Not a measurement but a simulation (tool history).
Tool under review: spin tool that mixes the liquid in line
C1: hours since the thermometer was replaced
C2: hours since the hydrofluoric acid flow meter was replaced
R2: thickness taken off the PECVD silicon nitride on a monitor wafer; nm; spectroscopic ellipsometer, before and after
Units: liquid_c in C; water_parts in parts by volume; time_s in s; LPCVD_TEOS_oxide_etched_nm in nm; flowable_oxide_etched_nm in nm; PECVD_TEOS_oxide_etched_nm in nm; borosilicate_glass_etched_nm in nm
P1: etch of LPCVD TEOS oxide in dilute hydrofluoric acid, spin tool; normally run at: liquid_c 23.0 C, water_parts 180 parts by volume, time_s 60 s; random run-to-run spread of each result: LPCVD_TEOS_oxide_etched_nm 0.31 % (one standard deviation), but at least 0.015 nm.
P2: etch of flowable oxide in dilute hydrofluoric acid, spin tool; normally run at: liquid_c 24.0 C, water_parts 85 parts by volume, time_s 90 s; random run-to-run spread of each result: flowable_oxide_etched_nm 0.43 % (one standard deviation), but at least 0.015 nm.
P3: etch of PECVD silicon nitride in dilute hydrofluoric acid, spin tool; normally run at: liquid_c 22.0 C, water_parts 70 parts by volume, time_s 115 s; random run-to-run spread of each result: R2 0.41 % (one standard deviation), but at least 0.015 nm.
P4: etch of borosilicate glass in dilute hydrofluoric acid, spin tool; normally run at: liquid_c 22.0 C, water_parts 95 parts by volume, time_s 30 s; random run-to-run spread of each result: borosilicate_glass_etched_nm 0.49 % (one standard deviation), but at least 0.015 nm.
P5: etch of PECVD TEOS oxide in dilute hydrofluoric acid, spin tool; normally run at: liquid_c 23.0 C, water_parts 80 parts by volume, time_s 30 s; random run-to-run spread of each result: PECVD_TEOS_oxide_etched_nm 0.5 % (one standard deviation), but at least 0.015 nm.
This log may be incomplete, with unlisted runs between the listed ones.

Run 1, hour 4.8: process P1, liquid_c 23.0 C, water_parts 180 parts by volume, time_s 60 s; C1 80.3; C2 224.9. Result: LPCVD_TEOS_oxide_etched_nm 13.4910 nm.
Run 2, hour 13.1: process P1, liquid_c 23.0 C, water_parts 100 parts by volume, time_s 115 s; C1 88.6; C2 233.2. Result: LPCVD_TEOS_oxide_etched_nm 51.0310 nm.
Run 3, hour 23.4: process P1, liquid_c 23.0 C, water_parts 180 parts by volume, time_s 60 s; C1 98.9; C2 243.5. Result: LPCVD_TEOS_oxide_etched_nm 13.4540 nm.
Run 4, hour 34.4: process P1, liquid_c 23.0 C, water_parts 180 parts by volume, time_s 60 s; C1 109.9; C2 254.5. Result: LPCVD_TEOS_oxide_etched_nm 13.5060 nm.
Run 5, hour 40.6: process P3, liquid_c 22.0 C, water_parts 70 parts by volume, time_s 115 s; C1 116.1; C2 260.7. Result: R2 5.2542 nm.
Run 6, hour 49.3: process P1, liquid_c 23.0 C, water_parts 70 parts by volume, time_s 60 s; C1 124.8; C2 269.4. Result: LPCVD_TEOS_oxide_etched_nm 39.4470 nm.
Run 7, hour 59.6: process P1, liquid_c 23.0 C, water_parts 180 parts by volume, time_s 60 s; C1 135.1; C2 279.7. Result: LPCVD_TEOS_oxide_etched_nm 13.5640 nm.
Run 8, hour 65.3: process P3, liquid_c 22.0 C, water_parts 70 parts by volume, time_s 35 s; C1 140.8; C2 285.4. Result: R2 1.6157 nm.
Run 9, hour 72.2: process P1, liquid_c 17.5 C, water_parts 180 parts by volume, time_s 60 s; C1 147.7; C2 292.3. Result: LPCVD_TEOS_oxide_etched_nm 10.9200 nm.
Run 10, hour 80.1: process P2, liquid_c 24.0 C, water_parts 145 parts by volume, time_s 90 s; C1 155.6; C2 300.2. Result: flowable_oxide_etched_nm 15.296 nm.
Run 11, hour 85.0: process P5, liquid_c 23.0 C, water_parts 80 parts by volume, time_s 30 s; C1 160.5; C2 305.1. Result: PECVD_TEOS_oxide_etched_nm 6.8595 nm.
Run 12, hour 93.6: process P4, liquid_c 22.0 C, water_parts 20 parts by volume, time_s 30 s; C1 169.1; C2 313.7. Result: borosilicate_glass_etched_nm 42.6800 nm.
Run 13, hour 101.5: process P5, liquid_c 23.0 C, water_parts 45 parts by volume, time_s 30 s; C1 177.0; C2 321.6. Result: PECVD_TEOS_oxide_etched_nm 12.7000 nm.
Run 14, hour 110.4: process P1, liquid_c 23.0 C, water_parts 180 parts by volume, time_s 30 s; C1 185.9; C2 330.5. Result: LPCVD_TEOS_oxide_etched_nm 6.7629 nm.
Run 15, hour 117.6: process P1, liquid_c 29.5 C, water_parts 180 parts by volume, time_s 60 s; C1 193.1; C2 337.7. Result: LPCVD_TEOS_oxide_etched_nm 17.0900 nm.
Run 16, hour 122.8: process P4, liquid_c 17.0 C, water_parts 95 parts by volume, time_s 30 s; C1 198.3; C2 342.9. Result: borosilicate_glass_etched_nm 6.6044 nm.
Run 17, hour 130.7: process P2, liquid_c 24.0 C, water_parts 85 parts by volume, time_s 90 s; C1 206.2; C2 350.8. Result: flowable_oxide_etched_nm 27.847 nm.
Run 18, hour 137.0: process P1, liquid_c 23.0 C, water_parts 180 parts by volume, time_s 60 s; C1 212.5; C2 357.1. Result: LPCVD_TEOS_oxide_etched_nm 13.5350 nm.
Run 19, hour 145.1: process P1, liquid_c 23.0 C, water_parts 180 parts by volume, time_s 60 s; C1 220.6; C2 365.2. Result: LPCVD_TEOS_oxide_etched_nm 13.4600 nm.
Run 20, hour 150.1: process P4, liquid_c 22.0 C, water_parts 95 parts by volume, time_s 30 s; C1 225.6; C2 370.2. Result: borosilicate_glass_etched_nm 8.1727 nm.
Run 21, hour 157.1: process P5, liquid_c 23.0 C, water_parts 80 parts by volume, time_s 30 s; C1 232.6; C2 377.2. Result: PECVD_TEOS_oxide_etched_nm 6.8990 nm.
Run 22, hour 167.2: process P2, liquid_c 24.0 C, water_parts 85 parts by volume, time_s 90 s; C1 242.7; C2 387.3. Result: flowable_oxide_etched_nm 28.037 nm.

Predict the results of run 23:
Run 23, hour 174.5: process P3, liquid_c 30.0 C, water_parts 70 parts by volume, time_s 115 s; C1 250.0; C2 394.6. Result: R2 ?.

Run 23 came out at R2 8.8167 nm.

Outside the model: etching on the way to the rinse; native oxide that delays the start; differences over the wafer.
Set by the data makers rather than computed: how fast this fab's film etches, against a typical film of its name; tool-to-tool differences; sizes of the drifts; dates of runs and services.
